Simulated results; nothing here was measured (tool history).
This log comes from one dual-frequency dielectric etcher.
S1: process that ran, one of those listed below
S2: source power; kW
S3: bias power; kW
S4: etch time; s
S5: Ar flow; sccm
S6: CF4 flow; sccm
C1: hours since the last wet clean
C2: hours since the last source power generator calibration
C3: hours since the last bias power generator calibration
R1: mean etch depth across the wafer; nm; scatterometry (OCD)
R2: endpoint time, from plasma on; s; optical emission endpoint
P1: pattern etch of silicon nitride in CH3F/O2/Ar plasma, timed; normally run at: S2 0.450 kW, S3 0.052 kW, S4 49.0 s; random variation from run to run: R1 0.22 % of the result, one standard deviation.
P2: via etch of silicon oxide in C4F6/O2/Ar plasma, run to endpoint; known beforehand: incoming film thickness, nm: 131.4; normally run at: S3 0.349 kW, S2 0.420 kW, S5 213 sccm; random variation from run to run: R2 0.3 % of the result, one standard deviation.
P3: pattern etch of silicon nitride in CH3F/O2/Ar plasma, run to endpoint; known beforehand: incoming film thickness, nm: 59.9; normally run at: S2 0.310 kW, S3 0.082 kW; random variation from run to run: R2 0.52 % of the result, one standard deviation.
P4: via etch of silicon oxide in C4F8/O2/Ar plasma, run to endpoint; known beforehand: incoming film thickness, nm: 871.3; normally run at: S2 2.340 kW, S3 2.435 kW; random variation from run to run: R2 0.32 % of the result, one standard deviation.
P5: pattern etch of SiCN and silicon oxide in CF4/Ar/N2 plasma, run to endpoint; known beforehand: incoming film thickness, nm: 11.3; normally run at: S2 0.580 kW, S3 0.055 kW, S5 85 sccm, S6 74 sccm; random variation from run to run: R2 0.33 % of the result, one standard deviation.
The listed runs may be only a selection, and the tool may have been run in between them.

| run | hour | S1 | S2 | S3 | S4 | S5 | S6 | C1 | C2 | C3 | R1 | R2 |
|---|---|---|---|---|---|---|---|---|---|---|---|---|
| 1 | 12.1 | P1 | 0.450 | 0.052 | 49.0 |  |  | 383.7 | 2866.4 | 1930.7 | 32.052 |  |
| 2 | 25.9 | P1 | 0.450 | 0.041 | 49.0 |  |  | 397.5 | 2880.2 | 1944.5 | 29.763 |  |
| 3 | 34.5 | P5 | 0.580 | 0.055 |  | 85 | 74 | 406.1 | 2888.8 | 1953.1 |  | 11.156 |
| 4 | 47.7 | P2 | 0.420 | 0.422 |  | 213 |  | 419.3 | 2902.0 | 1966.3 |  | 28.099 |
| 5 | 59.6 | P5 | 0.580 | 0.068 |  | 85 | 74 | 431.2 | 2913.9 | 1978.2 |  | 10.492 |
| 6 | 72.9 | P2 | 0.420 | 0.349 |  | 213 |  | 444.5 | 2927.2 | 1991.5 |  | 30.211 |
| 7 | 80.6 | P4 | 2.340 | 2.435 |  |  |  | 452.2 | 2934.9 | 1999.2 |  | 151.800 |
| 8 | 94.8 | P1 | 0.620 | 0.052 | 49.0 |  |  | 466.4 | 2949.1 | 2013.4 | 36.202 |  |
| 9 | 104.1 | P4 | 1.400 | 2.435 |  |  |  | 475.7 | 2958.4 | 2022.7 |  | 185.130 |
| 10 | 118.6 | P1 | 0.450 | 0.052 | 72.5 |  |  | 490.2 | 2972.9 | 2037.2 | 47.356 |  |
| 11 | 128.0 | P1 | 0.330 | 0.052 | 64.0 |  |  | 499.6 | 2982.3 | 2046.6 | 37.146 |  |
| 12 | 141.7 | P1 | 0.450 | 0.052 | 49.0 |  |  | 513.3 | 2996.0 | 2060.3 | 32.040 |  |
| 13 | 156.2 | P2 | 0.560 | 0.349 |  | 213 |  | 527.8 | 3010.5 | 2074.8 |  | 27.090 |
|  | 163.1 | source power generator calibrated |
| 14 | 168.0 | P5 | 0.400 | 0.055 |  | 85 | 74 | 539.6 | 5.0 | 2086.6 |  | 15.510 |
| 15 | 182.3 | P4 | 2.340 | 2.435 |  |  |  | 553.9 | 19.3 | 2100.9 |  | 151.110 |
| 16 | 189.8 | P1 | 0.450 | 0.052 | 49.0 |  |  | 561.4 | 26.8 | 2108.4 | 31.896 |  |
| 17 | 203.0 | P2 | 0.420 | 0.349 |  | 135 |  | 574.6 | 40.0 | 2121.6 |  | 28.596 |
| 18 | 213.6 | P3 | 0.370 | 0.082 |  |  |  | 585.2 | 50.6 | 2132.2 |  | 85.010 |
| 19 | 226.4 | P1 | 0.450 | 0.033 | 38.0 |  |  | 598.0 | 63.4 | 2145.0 | 21.788 |  |
| 20 | 240.9 | P1 | 0.450 | 0.052 | 49.0 |  |  | 612.5 | 77.9 | 2159.5 | 32.066 |  |
| 21 | 253.6 | P5 | 0.580 | 0.055 |  | 109 | 74 | 625.2 | 90.6 | 2172.2 |  | 11.652 |
| 22 | 263.1 | P1 | 0.450 | 0.067 | 49.0 |  |  | 634.7 | 100.1 | 2181.7 | 34.875 |  |
| 23 | 274.0 | P2 | 0.420 | 0.349 |  | 213 |  | 645.6 | 111.0 | 2192.6 |  | 29.963 |
| 24 | 283.8 | P5 | 0.580 | 0.055 |  | 85 | 99 | 655.4 | 120.8 | 2202.4 |  | 10.691 |
| 25 | 292.7 | P1 | 0.450 | 0.052 | 49.0 |  |  | 664.3 | 129.7 | 2211.3 | 31.979 |  |
| 26 | 299.8 | P1 | 0.450 | 0.052 | 49.0 |  |  | 671.4 | 136.8 | 2218.4 | 31.944 |  |
| 27 | 312.6 | P1 | 0.290 | 0.052 | 49.0 |  |  | 684.2 | 149.6 | 2231.2 | 26.881 |  |
| 28 | 322.5 | P4 | 2.340 | 3.387 |  |  |  | 694.1 | 159.5 | 2241.1 |  | 136.930 |
| 29 | 331.7 | P1 | 0.450 | 0.052 | 36.0 |  |  | 703.3 | 168.7 | 2250.3 | 23.511 |  |
| 30 | 340.0 | P3 | 0.310 | 0.052 |  |  |  | 711.6 | 177.0 | 2258.6 |  | 104.930 |
| 31 | 346.8 | P1 | 0.450 | 0.034 | 37.0 |  |  | 718.4 | 183.8 | 2265.4 | 21.415 |  |
| 32 | 359.8 | P3 | 0.310 | 0.082 |  |  |  | 731.4 | 196.8 | 2278.4 |  | 90.275 |
| 33 | 366.8 | P3 | 0.310 | 0.082 |  |  |  | 738.4 | 203.8 | 2285.4 |  | 90.106 |
| 34 | 375.0 | P1 | 0.450 | 0.052 | 49.0 |  |  | 746.6 | 212.0 | 2293.6 | 32.053 |  |
| 35 | 388.0 | P1 | 0.450 | 0.052 | 49.0 |  |  | 759.6 | 225.0 | 2306.6 | 31.772 |  |
| 36 | 398.1 | P1 | 0.450 | 0.052 | 49.0 |  |  | 769.7 | 235.1 | 2316.7 | 31.804 |  |
| 37 | 412.3 | P1 | 0.450 | 0.052 | 49.0 |  |  | 783.9 | 249.3 | 2330.9 | 31.642 |  |
|  | 417.4 | wet clean of the chamber |
| 38 | 424.9 | P1 | 0.450 | 0.052 | 49.0 |  |  | 7.5 | 261.9 | 2343.5 | 31.535 |  |
| 39 | 433.4 | P1 | 0.450 | 0.052 | 49.0 |  |  | 16.0 | 270.4 | 2352.0 | 31.721 |  |
| 40 | 442.8 | P1 | 0.450 | 0.052 | 49.0 |  |  | 25.4 | 279.8 | 2361.4 | 31.531 |  |
| 41 | 451.2 | P1 | 0.450 | 0.052 | 49.0 |  |  | 33.8 | 288.2 | 2369.8 | 31.527 |  |
| 42 | 464.2 | P1 | 0.450 | 0.052 | 49.0 |  |  | 46.8 | 301.2 | 2382.8 | 31.560 |  |
| 43 | 473.5 | P1 | 0.450 | 0.052 | 49.0 |  |  | 56.1 | 310.5 | 2392.1 | 31.558 |  |
| 44 | 481.1 | P1 | 0.450 | 0.052 | 49.0 |  |  | 63.7 | 318.1 | 2399.7 | 31.541 |  |

What P1 gives has crept away from where it was. These 2 causes fit the log equally well, each at the size given:
A: source power that arrives under what is set, % = 3.87
B: bias power that arrives under what is set, % = 4.82
Creep in the process output first set in at about hour 375.0.
Ruled out, with reasons:
chamber walls in a state that lowers the etch rate, %: serviced after onset, at hour 417.4, with no recovery of the prior output

You are offered 4 check runs, listed below with question marks in place of their results; each one averages 2 wafers. Which run separates the listed causes by giving clearly different results for each?
| check 1 | 488.7 | P4 | 1.520 | 3.357 |  |  |  |  |  |  |  | ? |
| check 2 | 488.7 | P2 | 0.480 | 0.349 |  | 143 |  |  |  |  |  | ? |
| check 3 | 488.7 | P5 | 0.490 | 0.055 |  | 85 | 99 |  |  |  |  | ? |
| check 4 | 488.7 | P3 | 0.310 | 0.064 |  |  |  |  |  |  |  | ? |

If the cause were each of the candidates in turn, the checks would give the following:
| check | result | if A | if B |
|---|---|---|---|
| check 1 | R2 | 165.010 | 165.120 |
| check 2 | R2 | 27.875 | 27.941 |
| check 3 | R2 | 12.862 | 12.593 |
| check 4 | R2 | 99.632 | 99.806 |
How far apart the two closest causes lie, in the result that separates them most: check 1 0.07 %; check 2 0.24 %; check 3 2.12 %; check 4 0.17 %
Check 3 is the one run that separates the causes; every other check would come out nearly the same whichever cause is at work.

Check 3 was then run and gave: R2 12.899 s. Which cause is it?

It was cause A: source power that arrives under what is set, %.
